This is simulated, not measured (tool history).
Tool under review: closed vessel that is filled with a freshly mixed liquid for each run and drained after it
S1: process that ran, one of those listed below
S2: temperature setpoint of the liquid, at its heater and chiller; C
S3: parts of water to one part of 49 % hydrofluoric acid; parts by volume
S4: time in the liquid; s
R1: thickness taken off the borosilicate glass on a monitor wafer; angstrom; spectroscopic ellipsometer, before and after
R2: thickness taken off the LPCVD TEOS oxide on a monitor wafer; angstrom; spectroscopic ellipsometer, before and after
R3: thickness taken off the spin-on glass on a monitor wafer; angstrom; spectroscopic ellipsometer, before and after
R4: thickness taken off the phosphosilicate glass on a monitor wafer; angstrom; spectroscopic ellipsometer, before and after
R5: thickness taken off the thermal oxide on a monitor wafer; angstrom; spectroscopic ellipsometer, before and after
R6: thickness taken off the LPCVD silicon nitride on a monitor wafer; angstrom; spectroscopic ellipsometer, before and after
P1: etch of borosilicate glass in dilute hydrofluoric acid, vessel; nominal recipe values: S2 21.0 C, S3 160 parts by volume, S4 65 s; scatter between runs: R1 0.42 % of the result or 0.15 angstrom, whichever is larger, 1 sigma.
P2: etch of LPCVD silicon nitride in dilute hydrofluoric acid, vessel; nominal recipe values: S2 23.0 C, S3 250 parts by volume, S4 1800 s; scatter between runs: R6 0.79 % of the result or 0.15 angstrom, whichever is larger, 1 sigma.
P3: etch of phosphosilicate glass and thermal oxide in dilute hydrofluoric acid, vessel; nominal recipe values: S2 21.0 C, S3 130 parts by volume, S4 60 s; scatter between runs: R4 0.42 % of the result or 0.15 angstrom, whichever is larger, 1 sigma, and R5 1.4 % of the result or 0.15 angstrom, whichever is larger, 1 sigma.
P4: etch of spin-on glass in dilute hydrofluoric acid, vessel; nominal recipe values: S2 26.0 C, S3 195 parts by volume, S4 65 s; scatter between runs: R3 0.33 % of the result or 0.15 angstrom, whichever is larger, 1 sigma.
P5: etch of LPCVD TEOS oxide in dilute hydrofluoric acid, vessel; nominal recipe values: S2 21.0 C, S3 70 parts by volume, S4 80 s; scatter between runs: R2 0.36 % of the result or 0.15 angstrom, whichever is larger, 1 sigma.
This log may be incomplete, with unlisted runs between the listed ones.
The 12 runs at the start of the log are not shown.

{"run": 13, "hour": 91.7, "S1": "P1", "S2": 21.0, "S3": 160, "S4": 65, "R1": 98.803}
{"run": 14, "hour": 99.0, "S1": "P4", "S2": 26.0, "S3": 50, "S4": 65, "R3": 565.45}
{"run": 15, "hour": 105.1, "S1": "P1", "S2": 26.0, "S3": 75, "S4": 65, "R1": 285.3}
{"run": 16, "hour": 113.2, "S1": "P1", "S2": 21.0, "S3": 160, "S4": 65, "R1": 99.622}
{"run": 17, "hour": 120.4, "S1": "P1", "S2": 21.0, "S3": 160, "S4": 65, "R1": 99.674}
{"run": 18, "hour": 128.2, "S1": "P5", "S2": 21.0, "S3": 70, "S4": 80, "R2": 229.49}
{"run": 19, "hour": 134.4, "S1": "P1", "S2": 17.0, "S3": 90, "S4": 65, "R1": 161.38}
{"run": 20, "hour": 141.0, "S1": "P1", "S2": 21.0, "S3": 230, "S4": 105, "R1": 104.58}
{"run": 21, "hour": 146.0, "S1": "P4", "S2": 34.0, "S3": 195, "S4": 65, "R3": 160.23}
{"run": 22, "hour": 155.0, "S1": "P1", "S2": 28.0, "S3": 160, "S4": 65, "R1": 129.05}
{"run": 23, "hour": 159.2, "S1": "P2", "S2": 23.0, "S3": 45, "S4": 1800, "R6": 173.48}
{"run": 24, "hour": 165.3, "S1": "P1", "S2": 21.0, "S3": 160, "S4": 30, "R1": 45.663}
{"run": 25, "hour": 169.8, "S1": "P2", "S2": 31.5, "S3": 250, "S4": 1800, "R6": 52.54}
{"run": 26, "hour": 175.2, "S1": "P2", "S2": 23.0, "S3": 250, "S4": 1800, "R6": 32.33}
{"run": 27, "hour": 180.2, "S1": "P5", "S2": 21.0, "S3": 70, "S4": 30, "R2": 86.109}
{"run": 28, "hour": 185.2, "S1": "P1", "S2": 17.0, "S3": 160, "S4": 65, "R1": 84.417}
{"run": 29, "hour": 190.2, "S1": "P1", "S2": 21.0, "S3": 285, "S4": 65, "R1": 49.215}
{"hour": 198.4, "done": "hydrofluoric acid flow meter replaced"}
{"run": 30, "hour": 199.2, "S1": "P3", "S2": 21.0, "S3": 130, "S4": 30, "R4": 201.22, "R5": 8.7161}
{"run": 31, "hour": 204.8, "S1": "P3", "S2": 21.0, "S3": 130, "S4": 60, "R4": 401.21, "R5": 17.728}
{"run": 32, "hour": 212.8, "S1": "P5", "S2": 21.0, "S3": 70, "S4": 80, "R2": 229.28}
{"run": 33, "hour": 222.3, "S1": "P1", "S2": 21.0, "S3": 160, "S4": 65, "R1": 99.685}
{"run": 34, "hour": 228.8, "S1": "P1", "S2": 21.0, "S3": 160, "S4": 65, "R1": 95.029}

Expected results for the next run?
{"run": 35, "hour": 238.0, "S1": "P1", "S2": 21.0, "S3": 160, "S4": 65, "R1": "?"}

{"run 35": {"R1": 92.7}}
